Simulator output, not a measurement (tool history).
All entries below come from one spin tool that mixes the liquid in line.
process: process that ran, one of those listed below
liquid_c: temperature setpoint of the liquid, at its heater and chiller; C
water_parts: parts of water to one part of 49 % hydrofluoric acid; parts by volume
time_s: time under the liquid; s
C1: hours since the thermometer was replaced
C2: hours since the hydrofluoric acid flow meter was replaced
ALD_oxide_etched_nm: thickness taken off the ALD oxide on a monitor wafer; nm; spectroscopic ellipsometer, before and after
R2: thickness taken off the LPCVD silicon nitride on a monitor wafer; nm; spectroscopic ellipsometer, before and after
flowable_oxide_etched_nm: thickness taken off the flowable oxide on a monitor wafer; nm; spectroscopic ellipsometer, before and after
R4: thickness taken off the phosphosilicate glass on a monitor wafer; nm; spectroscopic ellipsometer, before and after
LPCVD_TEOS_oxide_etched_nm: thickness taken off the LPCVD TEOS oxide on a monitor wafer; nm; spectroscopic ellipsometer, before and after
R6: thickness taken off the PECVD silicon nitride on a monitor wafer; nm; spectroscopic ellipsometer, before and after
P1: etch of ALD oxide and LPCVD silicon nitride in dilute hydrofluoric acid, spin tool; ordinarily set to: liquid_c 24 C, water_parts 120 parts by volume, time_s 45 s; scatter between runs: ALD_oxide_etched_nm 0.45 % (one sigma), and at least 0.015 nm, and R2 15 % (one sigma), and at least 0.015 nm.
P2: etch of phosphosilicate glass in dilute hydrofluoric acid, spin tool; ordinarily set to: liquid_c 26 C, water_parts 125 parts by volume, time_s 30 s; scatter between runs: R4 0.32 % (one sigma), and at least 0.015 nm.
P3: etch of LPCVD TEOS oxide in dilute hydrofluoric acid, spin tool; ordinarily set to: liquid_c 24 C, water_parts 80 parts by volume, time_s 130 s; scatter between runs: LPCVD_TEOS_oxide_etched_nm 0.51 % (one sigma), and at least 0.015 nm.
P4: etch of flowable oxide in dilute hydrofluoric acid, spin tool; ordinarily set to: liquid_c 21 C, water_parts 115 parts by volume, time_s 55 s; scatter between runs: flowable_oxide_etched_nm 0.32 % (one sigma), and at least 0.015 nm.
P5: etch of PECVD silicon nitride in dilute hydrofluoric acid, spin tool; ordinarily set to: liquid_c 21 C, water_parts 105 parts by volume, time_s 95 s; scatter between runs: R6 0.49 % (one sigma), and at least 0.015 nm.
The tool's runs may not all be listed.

Run 1, hour 7.1: process P1, liquid_c 24 C, water_parts 120 parts by volume, time_s 45 s; C1 254.1; C2 1347.9. Result: ALD_oxide_etched_nm 9.5762 nm, R2 0.2174 nm.
Run 2, hour 17.8: process P4, liquid_c 27.5 C, water_parts 115 parts by volume, time_s 55 s; C1 264.8; C2 1358.6. Result: flowable_oxide_etched_nm 22.295 nm.
Run 3, hour 30: process P2, liquid_c 26 C, water_parts 125 parts by volume, time_s 30 s; C1 277; C2 1370.8. Result: R4 40.783 nm.
Run 4, hour 40.8: process P3, liquid_c 20 C, water_parts 80 parts by volume, time_s 130 s; C1 287.8; C2 1381.6. Result: LPCVD_TEOS_oxide_etched_nm 23.869 nm.
Run 5, hour 54.3: process P3, liquid_c 24 C, water_parts 40 parts by volume, time_s 130 s; C1 301.3; C2 1395.1. Result: LPCVD_TEOS_oxide_etched_nm 59.059 nm.
Run 6, hour 66.2: process P2, liquid_c 26 C, water_parts 180 parts by volume, time_s 30 s; C1 313.2; C2 1407. Result: R4 26.53 nm.
Run 7, hour 78: process P3, liquid_c 24 C, water_parts 80 parts by volume, time_s 130 s; C1 325; C2 1418.8. Result: LPCVD_TEOS_oxide_etched_nm 27.954 nm.
Run 8, hour 91.3: process P5, liquid_c 21 C, water_parts 105 parts by volume, time_s 95 s; C1 338.3; C2 1432.1. Result: R6 4.1837 nm.
Run 9, hour 101.6: process P5, liquid_c 21 C, water_parts 105 parts by volume, time_s 160 s; C1 348.6; C2 1442.4. Result: R6 7.1443 nm.
Run 10, hour 115.6: process P1, liquid_c 24 C, water_parts 120 parts by volume, time_s 45 s; C1 362.6; C2 1456.4. Result: ALD_oxide_etched_nm 9.6031 nm, R2 0.20712 nm.
Run 11, hour 129: process P1, liquid_c 24 C, water_parts 120 parts by volume, time_s 25 s; C1 376; C2 1469.8. Result: ALD_oxide_etched_nm 5.3602 nm, R2 0.094336 nm.
Run 12, hour 136.8: process P4, liquid_c 21 C, water_parts 115 parts by volume, time_s 55 s; C1 383.8; C2 1477.6. Result: flowable_oxide_etched_nm 17.236 nm.
Run 13, hour 150.4: process P4, liquid_c 21 C, water_parts 115 parts by volume, time_s 55 s; C1 397.4; C2 1491.2. Result: flowable_oxide_etched_nm 17.2 nm.
Run 14, hour 160.3: process P4, liquid_c 21 C, water_parts 25 parts by volume, time_s 55 s; C1 407.3; C2 1501.1. Result: flowable_oxide_etched_nm 88.756 nm.
Run 15, hour 174: process P5, liquid_c 26 C, water_parts 105 parts by volume, time_s 95 s; C1 421; C2 1514.8. Result: R6 5.8274 nm.
Run 16, hour 185.9: process P2, liquid_c 26 C, water_parts 125 parts by volume, time_s 60 s; C1 432.9; C2 1526.7. Result: R4 81.364 nm.
Run 17, hour 197.3: process P1, liquid_c 24 C, water_parts 120 parts by volume, time_s 45 s; C1 444.3; C2 1538.1. Result: ALD_oxide_etched_nm 9.6389 nm, R2 0.19561 nm.
Run 18, hour 208: process P1, liquid_c 29 C, water_parts 120 parts by volume, time_s 45 s; C1 455; C2 1548.8. Result: ALD_oxide_etched_nm 11.62 nm, R2 0.15253 nm.
Run 19, hour 218: process P1, liquid_c 24 C, water_parts 50 parts by volume, time_s 45 s; C1 465; C2 1558.8. Result: ALD_oxide_etched_nm 25.075 nm, R2 0.49948 nm.
Run 20, hour 225.2: process P1, liquid_c 17 C, water_parts 120 parts by volume, time_s 45 s; C1 472.2; C2 1566. Result: ALD_oxide_etched_nm 7.2967 nm, R2 0.096138 nm.
Run 21, hour 232.3: process P2, liquid_c 20.5 C, water_parts 125 parts by volume, time_s 30 s; C1 479.3; C2 1573.1. Result: R4 32.643 nm.
Run 22, hour 241.4: process P1, liquid_c 24 C, water_parts 120 parts by volume, time_s 45 s; C1 488.4; C2 1582.2. Result: ALD_oxide_etched_nm 9.6202 nm, R2 0.12668 nm.
Run 23, hour 253.8: process P5, liquid_c 21 C, water_parts 30 parts by volume, time_s 95 s; C1 500.8; C2 1594.6. Result: R6 14.14 nm.
Run 24, hour 260: process P3, liquid_c 24 C, water_parts 80 parts by volume, time_s 215 s; C1 507; C2 1600.8. Result: LPCVD_TEOS_oxide_etched_nm 46.542 nm.
Run 25, hour 273: process P1, liquid_c 24 C, water_parts 120 parts by volume, time_s 70 s; C1 520; C2 1613.8. Result: ALD_oxide_etched_nm 14.972 nm, R2 0.27093 nm.
Run 26, hour 282.1: process P1, liquid_c 24 C, water_parts 120 parts by volume, time_s 45 s; C1 529.1; C2 1622.9. Result: ALD_oxide_etched_nm 9.6238 nm, R2 0.14763 nm.
Run 27, hour 294.1: process P1, liquid_c 24 C, water_parts 185 parts by volume, time_s 25 s; C1 541.1; C2 1634.9. Result: ALD_oxide_etched_nm 3.261 nm, R2 0.062728 nm.
Run 28, hour 303.3: process P1, liquid_c 24 C, water_parts 190 parts by volume, time_s 45 s; C1 550.3; C2 1644.1. Result: ALD_oxide_etched_nm 5.6038 nm, R2 0.13679 nm.
Run 29, hour 310.1: process P4, liquid_c 21 C, water_parts 115 parts by volume, time_s 30 s; C1 557.1; C2 1650.9. Result: flowable_oxide_etched_nm 9.4451 nm.
Run 30, hour 323.6: process P1, liquid_c 24 C, water_parts 120 parts by volume, time_s 45 s; C1 570.6; C2 1664.4. Result: ALD_oxide_etched_nm 9.6141 nm, R2 0.18616 nm.
Run 31, hour 337.1: process P1, liquid_c 24 C, water_parts 120 parts by volume, time_s 45 s; C1 584.1; C2 1677.9. Result: ALD_oxide_etched_nm 9.8808 nm, R2 0.21159 nm.
Run 32, hour 347.5: process P1, liquid_c 24 C, water_parts 120 parts by volume, time_s 45 s; C1 594.5; C2 1688.3. Result: ALD_oxide_etched_nm 9.9923 nm, R2 0.2001 nm.
Run 33, hour 354.1: process P1, liquid_c 24 C, water_parts 120 parts by volume, time_s 45 s; C1 601.1; C2 1694.9. Result: ALD_oxide_etched_nm 10.024 nm, R2 0.17912 nm.
Run 34, hour 365.4: process P1, liquid_c 24 C, water_parts 120 parts by volume, time_s 45 s; C1 612.4; C2 1706.2. Result: ALD_oxide_etched_nm 10.206 nm, R2 0.16754 nm.
Run 35, hour 379.3: process P1, liquid_c 24 C, water_parts 120 parts by volume, time_s 45 s; C1 626.3; C2 1720.1. Result: ALD_oxide_etched_nm 10.192 nm, R2 0.21393 nm.
Run 36, hour 392.1: process P1, liquid_c 24 C, water_parts 120 parts by volume, time_s 45 s; C1 639.1; C2 1732.9. Result: ALD_oxide_etched_nm 10.257 nm, R2 0.22325 nm.
Run 37, hour 405.3: process P1, liquid_c 24 C, water_parts 120 parts by volume, time_s 45 s; C1 652.3; C2 1746.1. Result: ALD_oxide_etched_nm 10.319 nm, R2 0.17165 nm.
Run 38, hour 414.1: process P1, liquid_c 24 C, water_parts 120 parts by volume, time_s 45 s; C1 661.1; C2 1754.9. Result: ALD_oxide_etched_nm 10.156 nm, R2 0.23062 nm.
Run 39, hour 425: process P1, liquid_c 24 C, water_parts 120 parts by volume, time_s 45 s; C1 672; C2 1765.8. Result: ALD_oxide_etched_nm 10.293 nm, R2 0.26776 nm.
Run 40, hour 436.1: process P1, liquid_c 24 C, water_parts 120 parts by volume, time_s 45 s; C1 683.1; C2 1776.9. Result: ALD_oxide_etched_nm 10.213 nm, R2 0.22458 nm.

Compared with where it was, what P1 gives has crept away. Each cause listed below fits the log as well as the rest, at the size given for it:
A: liquid hotter than its thermometer reads (K) = 1.73
B: hydrofluoric acid flow above the setpoint (%) = 6.04
The gradual shift began around hour 323.6.

Consider the 4 single-wafer check runs listed below, results given as question marks: which one distinguishes between the causes by giving clearly different results for each?
Run check 1, hour 447.2: process P2, liquid_c 26 C, water_parts 125 parts by volume, time_s 30 s. Result: R4 ?.
Run check 2, hour 447.2: process P3, liquid_c 24 C, water_parts 80 parts by volume, time_s 130 s. Result: LPCVD_TEOS_oxide_etched_nm ?.
Run check 3, hour 447.2: process P4, liquid_c 21 C, water_parts 115 parts by volume, time_s 55 s. Result: flowable_oxide_etched_nm ?.
Run check 4, hour 447.2: process P5, liquid_c 21 C, water_parts 105 parts by volume, time_s 95 s. Result: R6 ?.

How each check would come out, cause by cause:
  check                      result    if A    if B
check 1                          R4  43.646  43.735
check 2  LPCVD_TEOS_oxide_etched_nm  30.145  30.008
check 3    flowable_oxide_etched_nm  18.439  18.381
check 4                          R6  4.7291  4.4609
How far apart the two closest causes lie, in the result that separates them most: check 1 0.21 %; check 2 0.46 %; check 3 0.32 %; check 4 5.84 %
Only check 4 tells the causes apart: in the others they would give nearly the same result.

Here is what check 4 returned: R6 4.776 nm. Which cause is it?

The correct cause is A, namely: liquid hotter than its thermometer reads (K).

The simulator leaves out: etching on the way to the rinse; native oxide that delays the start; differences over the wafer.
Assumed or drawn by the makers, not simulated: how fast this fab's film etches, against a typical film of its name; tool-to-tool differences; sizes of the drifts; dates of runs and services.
